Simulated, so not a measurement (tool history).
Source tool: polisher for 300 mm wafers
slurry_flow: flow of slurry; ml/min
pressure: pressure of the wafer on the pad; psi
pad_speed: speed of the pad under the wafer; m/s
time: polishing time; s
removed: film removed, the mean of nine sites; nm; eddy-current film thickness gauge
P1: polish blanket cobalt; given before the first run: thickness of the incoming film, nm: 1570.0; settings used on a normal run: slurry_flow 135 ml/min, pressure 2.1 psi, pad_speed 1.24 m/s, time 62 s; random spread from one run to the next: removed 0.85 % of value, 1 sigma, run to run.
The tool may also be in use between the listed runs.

| run | day | slurry_flow | pressure | pad_speed | time | removed |
|---|---|---|---|---|---|---|
| 1 | 0.229 | 135 | 2.1 | 1.24 | 62 | 495.28 |
| 2 | 0.392 | 135 | 2.1 | 1.24 | 62 | 496.75 |
| 3 | 0.575 | 135 | 2.1 | 1.24 | 62 | 484.68 |
| 4 | 0.742 | 95 | 2.1 | 1.24 | 62 | 456.97 |
| 5 | 0.904 | 135 | 2.1 | 1.24 | 92 | 738.03 |
|  | 1.058 | head pressure recalibrated |
| 6 | 1.171 | 135 | 2.1 | 1.24 | 62 | 487.71 |
| 7 | 1.325 | 135 | 3.1 | 0.82 | 62 | 480.74 |
| 8 | 1.621 | 135 | 2.1 | 1.24 | 62 | 487.63 |
| 9 | 1.958 | 175 | 2.1 | 1.24 | 62 | 516.49 |
| 10 | 2.3 | 135 | 3.1 | 1.24 | 62 | 726.06 |
| 11 | 2.538 | 135 | 2.1 | 1.24 | 46 | 364.88 |
| 12 | 2.717 | 135 | 1.1 | 1.24 | 62 | 257.99 |
| 13 | 2.896 | 135 | 2.1 | 0.56 | 62 | 223.59 |
| 14 | 3.196 | 135 | 2.1 | 1.9 | 62 | 757.11 |
| 15 | 3.4 | 135 | 2.1 | 1.24 | 62 | 489.17 |
| 16 | 3.721 | 135 | 2.1 | 1.24 | 62 | 477.88 |
| 17 | 3.983 | 135 | 2.1 | 1.24 | 62 | 470.18 |
| 18 | 4.312 | 135 | 2.1 | 1.24 | 62 | 454.45 |
| 19 | 4.508 | 135 | 2.1 | 1.24 | 62 | 460.39 |
| 20 | 4.692 | 135 | 2.1 | 1.24 | 62 | 453.11 |
|  | 4.888 | head pressure recalibrated |
| 21 | 5.008 | 135 | 2.1 | 1.24 | 62 | 453.37 |
| 22 | 5.342 | 135 | 2.1 | 1.24 | 62 | 443.32 |
| 23 | 5.496 | 135 | 2.1 | 1.24 | 62 | 447.82 |
| 24 | 5.717 | 135 | 2.1 | 1.24 | 62 | 449.27 |
| 25 | 5.988 | 135 | 2.1 | 1.24 | 62 | 442.57 |

What P1 gives has crept off from where it sat before. The 2 causes that follow fit the log equally well, each at the size noted:
A: slurry flow missing at the pad, % = 32.9
B: removal rate lost through wear of the pad, % = 8.71
Onset of the creep was near day 3.4.
Every other cause this tool's parts could produce, and why it does not fit the log:
head's pressure below its setpoint, %: serviced at day 4.888, after the drift had started, without restoring the earlier output

You are offered 4 check runs, listed below with question marks in place of their results; each one averages 5 wafers. Which run separates the listed causes by giving clearly different results for each?
| check 1 | 6.258 | 135 | 2.1 | 1.56 | 62 | ? |
| check 2 | 6.258 | 100 | 1.6 | 1.24 | 62 | ? |
| check 3 | 6.258 | 135 | 2.1 | 1.48 | 62 | ? |
| check 4 | 6.258 | 135 | 1.7 | 1.52 | 62 | ? |

How each check would come out, cause by cause:
| check | result | if A | if B |
|---|---|---|---|
| check 1 | removed | 565.42 | 565.51 |
| check 2 | removed | 312.05 | 320.75 |
| check 3 | removed | 536.42 | 536.51 |
| check 4 | removed | 445.98 | 446.05 |
Per check, the gap between the least separated pair of causes, taken in the result that splits them most: check 1 0.02 %; check 2 2.75 %; check 3 0.02 %; check 4 0.02 %
Only in check 2 would the causes give clearly different results; in the remaining checks their results would be nearly the same.

With check 2 done, the readings were: removed 320.33 nm. Identify which of the listed causes applies.

The correct cause is B, namely: removal rate lost through wear of the pad, %.
